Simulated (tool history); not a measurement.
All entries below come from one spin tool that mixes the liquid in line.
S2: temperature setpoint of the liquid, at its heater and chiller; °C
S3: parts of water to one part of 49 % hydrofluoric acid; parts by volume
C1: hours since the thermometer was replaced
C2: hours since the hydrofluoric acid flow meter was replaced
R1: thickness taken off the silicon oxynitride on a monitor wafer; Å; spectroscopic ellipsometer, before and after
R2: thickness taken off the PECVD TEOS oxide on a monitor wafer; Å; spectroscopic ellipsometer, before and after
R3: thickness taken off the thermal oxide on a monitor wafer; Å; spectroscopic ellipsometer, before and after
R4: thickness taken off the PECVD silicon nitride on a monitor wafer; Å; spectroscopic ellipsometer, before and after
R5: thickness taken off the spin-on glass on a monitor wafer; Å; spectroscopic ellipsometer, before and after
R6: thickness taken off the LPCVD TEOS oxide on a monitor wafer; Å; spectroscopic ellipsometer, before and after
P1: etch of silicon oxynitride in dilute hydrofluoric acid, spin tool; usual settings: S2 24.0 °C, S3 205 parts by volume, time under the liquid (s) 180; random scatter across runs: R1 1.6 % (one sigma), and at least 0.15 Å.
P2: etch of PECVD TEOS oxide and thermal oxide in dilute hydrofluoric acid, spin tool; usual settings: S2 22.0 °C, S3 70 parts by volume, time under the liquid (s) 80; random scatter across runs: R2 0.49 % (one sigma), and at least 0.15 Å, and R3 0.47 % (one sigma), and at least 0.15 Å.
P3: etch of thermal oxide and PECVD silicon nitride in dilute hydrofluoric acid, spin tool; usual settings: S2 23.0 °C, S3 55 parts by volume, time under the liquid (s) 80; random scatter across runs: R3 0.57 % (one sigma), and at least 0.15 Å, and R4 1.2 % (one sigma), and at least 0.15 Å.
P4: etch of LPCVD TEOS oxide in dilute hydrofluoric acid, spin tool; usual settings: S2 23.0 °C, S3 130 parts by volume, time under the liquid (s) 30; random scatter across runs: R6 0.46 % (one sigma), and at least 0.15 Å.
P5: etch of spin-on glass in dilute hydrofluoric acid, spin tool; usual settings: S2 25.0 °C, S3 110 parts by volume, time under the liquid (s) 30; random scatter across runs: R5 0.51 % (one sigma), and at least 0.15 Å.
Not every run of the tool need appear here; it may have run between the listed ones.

{"run": 1, "hour": 3.8, "process that ran": "P1", "S2": 24.0, "S3": 205, "time under the liquid (s)": 180, "C1": 742.1, "C2": 958.8, "R1": 14.943}
{"run": 2, "hour": 8.5, "process that ran": "P2", "S2": 22.0, "S3": 70, "time under the liquid (s)": 80, "C1": 746.8, "C2": 963.5, "R2": 91.416, "R3": 49.621}
{"run": 3, "hour": 13.9, "process that ran": "P3", "S2": 23.0, "S3": 20, "time under the liquid (s)": 80, "C1": 752.2, "C2": 968.9, "R3": 204.22, "R4": 63.268}
{"run": 4, "hour": 18.0, "process that ran": "P1", "S2": 24.0, "S3": 205, "time under the liquid (s)": 180, "C1": 756.3, "C2": 973.0, "R1": 15.098}
{"run": 5, "hour": 23.4, "process that ran": "P1", "S2": 31.5, "S3": 205, "time under the liquid (s)": 295, "C1": 761.7, "C2": 978.4, "R1": 34.826}
{"run": 6, "hour": 30.5, "process that ran": "P5", "S2": 17.5, "S3": 110, "time under the liquid (s)": 30, "C1": 768.8, "C2": 985.5, "R5": 77.068}
{"run": 7, "hour": 35.9, "process that ran": "P4", "S2": 23.0, "S3": 130, "time under the liquid (s)": 30, "C1": 774.2, "C2": 990.9, "R6": 63.359}
{"run": 8, "hour": 39.4, "process that ran": "P1", "S2": 17.0, "S3": 205, "time under the liquid (s)": 180, "C1": 777.7, "C2": 994.4, "R1": 10.758}
{"run": 9, "hour": 45.2, "process that ran": "P3", "S2": 31.0, "S3": 55, "time under the liquid (s)": 80, "C1": 783.5, "C2": 1000.2, "R3": 97.007, "R4": 39.253}
{"run": 10, "hour": 52.4, "process that ran": "P1", "S2": 24.0, "S3": 205, "time under the liquid (s)": 180, "C1": 790.7, "C2": 1007.4, "R1": 15.177}
{"run": 11, "hour": 58.9, "process that ran": "P1", "S2": 24.0, "S3": 205, "time under the liquid (s)": 180, "C1": 797.2, "C2": 1013.9, "R1": 15.286}
{"run": 12, "hour": 63.1, "process that ran": "P1", "S2": 31.0, "S3": 205, "time under the liquid (s)": 45, "C1": 801.4, "C2": 1018.1, "R1": 5.0412}
{"run": 13, "hour": 67.8, "process that ran": "P1", "S2": 24.0, "S3": 70, "time under the liquid (s)": 180, "C1": 806.1, "C2": 1022.8, "R1": 49.812}
{"run": 14, "hour": 71.9, "process that ran": "P1", "S2": 24.0, "S3": 360, "time under the liquid (s)": 180, "C1": 810.2, "C2": 1026.9, "R1": 7.8428}
{"run": 15, "hour": 77.1, "process that ran": "P1", "S2": 32.0, "S3": 205, "time under the liquid (s)": 180, "C1": 815.4, "C2": 1032.1, "R1": 21.636}
{"run": 16, "hour": 83.7, "process that ran": "P1", "S2": 24.0, "S3": 205, "time under the liquid (s)": 65, "C1": 822.0, "C2": 1038.7, "R1": 5.637}
{"run": 17, "hour": 87.9, "process that ran": "P3", "S2": 23.0, "S3": 55, "time under the liquid (s)": 160, "C1": 826.2, "C2": 1042.9, "R3": 140.71, "R4": 45.597}
{"run": 18, "hour": 94.8, "process that ran": "P1", "S2": 24.0, "S3": 205, "time under the liquid (s)": 180, "C1": 833.1, "C2": 1049.8, "R1": 15.541}
{"run": 19, "hour": 100.3, "process that ran": "P4", "S2": 23.0, "S3": 130, "time under the liquid (s)": 15, "C1": 838.6, "C2": 1055.3, "R6": 31.712}
{"run": 20, "hour": 107.5, "process that ran": "P1", "S2": 24.0, "S3": 205, "time under the liquid (s)": 180, "C1": 845.8, "C2": 1062.5, "R1": 15.768}
{"run": 21, "hour": 111.4, "process that ran": "P3", "S2": 23.0, "S3": 55, "time under the liquid (s)": 80, "C1": 849.7, "C2": 1066.4, "R3": 70.842, "R4": 22.773}
{"run": 22, "hour": 117.2, "process that ran": "P4", "S2": 23.0, "S3": 130, "time under the liquid (s)": 30, "C1": 855.5, "C2": 1072.2, "R6": 63.123}
{"run": 23, "hour": 121.4, "process that ran": "P5", "S2": 25.0, "S3": 110, "time under the liquid (s)": 30, "C1": 859.7, "C2": 1076.4, "R5": 105.11}
{"run": 24, "hour": 127.0, "process that ran": "P5", "S2": 25.0, "S3": 110, "time under the liquid (s)": 15, "C1": 865.3, "C2": 1082.0, "R5": 52.27}
{"run": 25, "hour": 133.1, "process that ran": "P5", "S2": 25.0, "S3": 110, "time under the liquid (s)": 30, "C1": 871.4, "C2": 1088.1, "R5": 104.5}
{"run": 26, "hour": 138.9, "process that ran": "P4", "S2": 23.0, "S3": 185, "time under the liquid (s)": 30, "C1": 877.2, "C2": 1093.9, "R6": 41.874}
{"run": 27, "hour": 145.9, "process that ran": "P2", "S2": 26.5, "S3": 70, "time under the liquid (s)": 80, "C1": 884.2, "C2": 1100.9, "R2": 109.41, "R3": 58.467}
{"run": 28, "hour": 149.9, "process that ran": "P5", "S2": 25.0, "S3": 155, "time under the liquid (s)": 30, "C1": 888.2, "C2": 1104.9, "R5": 70.334}
{"run": 29, "hour": 155.2, "process that ran": "P2", "S2": 22.0, "S3": 105, "time under the liquid (s)": 80, "C1": 893.5, "C2": 1110.2, "R2": 57.869, "R3": 31.87}
{"run": 30, "hour": 162.9, "process that ran": "P2", "S2": 22.0, "S3": 70, "time under the liquid (s)": 35, "C1": 901.2, "C2": 1117.9, "R2": 39.397, "R3": 21.51}
{"run": 31, "hour": 167.9, "process that ran": "P1", "S2": 24.0, "S3": 205, "time under the liquid (s)": 180, "C1": 906.2, "C2": 1122.9, "R1": 15.444}
{"run": 32, "hour": 175.6, "process that ran": "P1", "S2": 24.0, "S3": 205, "time under the liquid (s)": 310, "C1": 913.9, "C2": 1130.6, "R1": 26.262}
{"run": 33, "hour": 182.5, "process that ran": "P4", "S2": 17.0, "S3": 130, "time under the liquid (s)": 30, "C1": 920.8, "C2": 1137.5, "R6": 49.647}
{"run": 34, "hour": 188.5, "process that ran": "P1", "S2": 24.0, "S3": 205, "time under the liquid (s)": 180, "C1": 926.8, "C2": 1143.5, "R1": 15.013}
{"run": 35, "hour": 195.5, "process that ran": "P1", "S2": 24.0, "S3": 205, "time under the liquid (s)": 180, "C1": 933.8, "C2": 1150.5, "R1": 14.589}
{"run": 36, "hour": 200.1, "process that ran": "P1", "S2": 24.0, "S3": 205, "time under the liquid (s)": 180, "C1": 938.4, "C2": 1155.1, "R1": 14.479}
{"run": 37, "hour": 207.4, "process that ran": "P1", "S2": 24.0, "S3": 205, "time under the liquid (s)": 180, "C1": 945.7, "C2": 1162.4, "R1": 14.235}
{"run": 38, "hour": 215.1, "process that ran": "P1", "S2": 24.0, "S3": 205, "time under the liquid (s)": 180, "C1": 953.4, "C2": 1170.1, "R1": 13.776}
{"run": 39, "hour": 222.0, "process that ran": "P1", "S2": 24.0, "S3": 205, "time under the liquid (s)": 180, "C1": 960.3, "C2": 1177.0, "R1": 13.996}
{"run": 40, "hour": 225.7, "process that ran": "P1", "S2": 24.0, "S3": 205, "time under the liquid (s)": 180, "C1": 964.0, "C2": 1180.7, "R1": 13.584}
{"run": 41, "hour": 232.7, "process that ran": "P1", "S2": 24.0, "S3": 205, "time under the liquid (s)": 180, "C1": 971.0, "C2": 1187.7, "R1": 13.892}

P1 no longer gives what it gave before; its output has crept away from where it was. The following 2 causes, each at its listed size, fit the log equally well:
A: liquid colder than its thermometer reads (K) = 2.11
B: hydrofluoric acid flow below the setpoint (%) = 7.83
The gradual shift began around hour 188.5.

Each of the check runs listed below is run on 3 wafers and reports their average, with the results left as question marks. Pick the one under which the possible causes would lead to clearly different results.
{"run": "check 1", "hour": 239.7, "process that ran": "P3", "S2": 23.0, "S3": 55, "time under the liquid (s)": 110, "R3": "?", "R4": "?"}
{"run": "check 2", "hour": 239.7, "process that ran": "P4", "S2": 17.0, "S3": 130, "time under the liquid (s)": 30, "R6": "?"}
{"run": "check 3", "hour": 239.7, "process that ran": "P5", "S2": 17.5, "S3": 110, "time under the liquid (s)": 15, "R5": "?"}
{"run": "check 4", "hour": 239.7, "process that ran": "P2", "S2": 22.0, "S3": 105, "time under the liquid (s)": 80, "R2": "?", "R3": "?"}

How each check would come out, cause by cause:
check=check_1 result=R3 if_A=88.731 if_B=88.770
check=check_1 result=R4 if_A=27.401 if_B=29.223
check=check_2 result=R6 if_A=45.589 if_B=45.405
check=check_3 result=R5 if_A=35.217 if_B=35.141
check=check_4 result=R2 if_A=53.459 if_B=53.129
check=check_4 result=R3 if_A=28.915 if_B=28.737
Separation of the two closest causes in each check, using whichever result separates them best: check 1 6.44 %; check 2 0.41 %; check 3 0.22 %; check 4 0.62 %
Check 1 is the one run that separates the causes; every other check would come out nearly the same whichever cause is at work.

After running check 1, the following was obtained: R3 88.772 Å; R4 28.849 Å. Which cause does this point to?

It is B: hydrofluoric acid flow below the setpoint (%).
